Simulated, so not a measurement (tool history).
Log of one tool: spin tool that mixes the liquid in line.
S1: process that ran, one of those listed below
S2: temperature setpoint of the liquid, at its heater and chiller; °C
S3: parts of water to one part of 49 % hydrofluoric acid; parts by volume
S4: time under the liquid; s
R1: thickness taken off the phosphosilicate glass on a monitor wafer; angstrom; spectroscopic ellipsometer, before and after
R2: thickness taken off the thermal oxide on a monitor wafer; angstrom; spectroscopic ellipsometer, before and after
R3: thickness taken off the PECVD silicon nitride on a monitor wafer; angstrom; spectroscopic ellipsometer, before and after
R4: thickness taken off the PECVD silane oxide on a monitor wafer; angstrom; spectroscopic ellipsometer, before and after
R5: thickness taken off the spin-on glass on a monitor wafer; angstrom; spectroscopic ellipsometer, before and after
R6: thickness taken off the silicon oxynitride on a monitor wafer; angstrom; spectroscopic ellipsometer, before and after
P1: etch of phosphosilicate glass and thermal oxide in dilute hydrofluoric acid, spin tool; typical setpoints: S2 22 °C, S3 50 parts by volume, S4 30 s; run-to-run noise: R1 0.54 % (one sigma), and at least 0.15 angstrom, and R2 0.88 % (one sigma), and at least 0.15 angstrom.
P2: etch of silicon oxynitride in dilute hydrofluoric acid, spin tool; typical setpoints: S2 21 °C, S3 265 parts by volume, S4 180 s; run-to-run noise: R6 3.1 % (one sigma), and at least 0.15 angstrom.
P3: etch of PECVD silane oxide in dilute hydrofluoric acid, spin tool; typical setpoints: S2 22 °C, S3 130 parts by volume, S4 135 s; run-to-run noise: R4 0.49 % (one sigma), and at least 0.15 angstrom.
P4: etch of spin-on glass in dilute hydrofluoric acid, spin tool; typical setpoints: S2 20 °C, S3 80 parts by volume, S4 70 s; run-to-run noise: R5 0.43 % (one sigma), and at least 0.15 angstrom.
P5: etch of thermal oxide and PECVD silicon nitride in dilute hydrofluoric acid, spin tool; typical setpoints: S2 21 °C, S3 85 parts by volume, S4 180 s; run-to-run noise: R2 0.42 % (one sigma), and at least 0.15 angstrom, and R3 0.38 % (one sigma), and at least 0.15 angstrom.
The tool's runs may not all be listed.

Run 1, hour 6: S1 P1, S2 22 °C, S3 50 parts by volume, S4 30 s. Result: R1 640.6 angstrom, R2 26.6 angstrom.
Run 2, hour 12.2: S1 P5, S2 21 °C, S3 25 parts by volume, S4 180 s. Result: R2 331.12 angstrom, R3 245.91 angstrom.
Run 3, hour 19: S1 P3, S2 27 °C, S3 130 parts by volume, S4 135 s. Result: R4 169.51 angstrom.
Run 4, hour 23.4: S1 P3, S2 22 °C, S3 130 parts by volume, S4 135 s. Result: R4 140.43 angstrom.
Run 5, hour 29.2: S1 P4, S2 20 °C, S3 120 parts by volume, S4 70 s. Result: R5 326.15 angstrom.
Run 6, hour 34.9: S1 P3, S2 22 °C, S3 215 parts by volume, S4 135 s. Result: R4 76.542 angstrom.
Run 7, hour 40.7: S1 P5, S2 21 °C, S3 85 parts by volume, S4 180 s. Result: R2 90.467 angstrom, R3 74.323 angstrom.
Run 8, hour 48.3: S1 P1, S2 22 °C, S3 50 parts by volume, S4 30 s. Result: R1 645.18 angstrom, R2 27.131 angstrom.
Run 9, hour 54.8: S1 P3, S2 22 °C, S3 130 parts by volume, S4 265 s. Result: R4 274.22 angstrom.
Run 10, hour 59.8: S1 P5, S2 17 °C, S3 85 parts by volume, S4 180 s. Result: R2 76.838 angstrom, R3 56.696 angstrom.
Run 11, hour 66.5: S1 P1, S2 22 °C, S3 50 parts by volume, S4 15 s. Result: R1 320.2 angstrom, R2 13.298 angstrom.
Run 12, hour 75: S1 P4, S2 20 °C, S3 80 parts by volume, S4 70 s. Result: R5 509.42 angstrom.
Run 13, hour 81.2: S1 P2, S2 21 °C, S3 265 parts by volume, S4 180 s. Result: R6 7.4028 angstrom.
Run 14, hour 86.8: S1 P1, S2 22 °C, S3 80 parts by volume, S4 30 s. Result: R1 388.83 angstrom, R2 16.439 angstrom.
Run 15, hour 92: S1 P4, S2 20 °C, S3 80 parts by volume, S4 15 s. Result: R5 109.26 angstrom.
Run 16, hour 100.8: S1 P1, S2 22 °C, S3 50 parts by volume, S4 50 s. Result: R1 1074.8 angstrom, R2 45.382 angstrom.
Run 17, hour 106.2: S1 P1, S2 22 °C, S3 50 parts by volume, S4 30 s. Result: R1 643.45 angstrom, R2 27.092 angstrom.
Run 18, hour 111.6: S1 P2, S2 21 °C, S3 265 parts by volume, S4 40 s. Result: R6 1.473 angstrom.
Run 19, hour 116: S1 P1, S2 26 °C, S3 20 parts by volume, S4 30 s. Result: R1 1984 angstrom, R2 82.164 angstrom.
Run 20, hour 121.3: S1 P2, S2 21 °C, S3 460 parts by volume, S4 180 s. Result: R6 3.8763 angstrom.
Run 21, hour 127.6: S1 P1, S2 18 °C, S3 50 parts by volume, S4 30 s. Result: R1 545.98 angstrom, R2 22.81 angstrom.

Run 22 is up next; what results do you expect?
Run 22, hour 132.7: S1 P5, S2 21 °C, S3 85 parts by volume, S4 335 s. Result: R2 ?, R3 ?.

Run 22 yielded R2 170.47 angstrom, R3 137.96 angstrom.
